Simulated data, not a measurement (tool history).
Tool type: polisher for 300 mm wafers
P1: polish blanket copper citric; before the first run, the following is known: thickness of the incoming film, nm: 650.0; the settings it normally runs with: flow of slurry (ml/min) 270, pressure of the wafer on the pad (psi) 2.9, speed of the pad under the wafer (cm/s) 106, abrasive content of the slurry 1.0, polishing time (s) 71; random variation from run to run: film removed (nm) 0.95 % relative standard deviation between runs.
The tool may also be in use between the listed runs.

run	hour	flow of slurry (ml/min)	pressure of the wafer on the pad (psi)	speed of the pad under the wafer (cm/s)	abrasive content of the slurry	polishing time (s)	film removed (nm)
1	7.8	270	2.9	106	1.0	71	159.340
2	13.9	270	4.4	106	1.0	71	235.830
3	20.5	160	2.9	106	1.0	71	147.780
4	24.6	270	2.9	164	1.0	71	238.940
5	31.2	270	1.5	106	1.0	71	82.091
6	37.0	270	2.9	106	1.0	71	156.310
7	41.1	160	2.9	106	1.0	91	188.860
# hour 42.1: head pressure recalibrated
8	49.7	270	2.9	106	1.0	71	158.530
9	56.1	270	2.9	106	1.0	33	73.717
10	64.4	400	2.9	106	1.0	71	164.490
11	69.4	270	2.9	106	1.5	71	170.130
12	78.2	270	2.9	76	1.0	71	113.900
13	86.2	270	2.9	106	1.0	109	240.600
14	90.4	270	2.9	106	1.0	71	157.680
15	98.5	270	2.9	106	0.6	71	140.670
16	102.7	270	2.9	106	1.0	71	158.370
17	108.4	270	2.9	106	1.0	71	157.060
18	112.3	270	2.9	106	1.0	71	156.070
19	121.1	270	2.9	106	1.0	71	151.050
20	127.2	270	2.9	106	1.0	71	150.850
# hour 128.3: head pressure recalibrated
# hour 131.7: worn pad replaced by a new one
21	132.6	270	2.9	106	1.0	71	149.130
22	141.1	270	2.9	106	1.0	71	150.910
23	145.3	270	2.9	106	1.0	71	149.390
24	151.3	270	2.9	106	1.0	71	148.730

The log shows P1 creeping away from where it was. Any of the 2 causes listed here, at the size stated for it, fits the log just as well as the others:
A: slurry flow missing at the pad, % = 36.8
B: abrasive missing from the slurry, % = 23.7
At approximately hour 108.4, the process output began to creep.
Ruled out, with reasons:
removal rate lost through wear of the pad, %: maintenance at hour 131.7, after the shift began, did not return the process to its former output
head's pressure below its setpoint, %: maintenance at hour 128.3, after the shift began, did not return the process to its former output

4 check runs are offered, each on 5 wafers whose results are averaged, their results left as question marks. Which one tells the causes apart?
check 1	157.3	270	2.9	106	1.4	108	?
check 2	157.3	270	2.9	106	0.6	39	?
check 3	157.3	270	2.9	160	1.0	40	?
check 4	157.3	160	4.3	106	1.0	71	?

What every check run would give for each of its results, assuming each possible cause in turn:
check	result	if A	if B
check 1	film removed (nm)	243.430	242.870
check 2	film removed (nm)	73.454	73.723
check 3	film removed (nm)	125.440	125.440
check 4	film removed (nm)	197.430	204.570
Separation of the two closest causes in each check, using whichever result separates them best: check 1 0.23 %; check 2 0.36 %; check 3 0 %; check 4 3.55 %
The other checks would show nearly matching results whichever cause is true, so check 4 is the only one that separates the causes.

Check 4 has now been run. It gave: film removed (nm) 196.200. Which of the candidate causes is it?

The correct cause is A, namely: slurry flow missing at the pad, %.
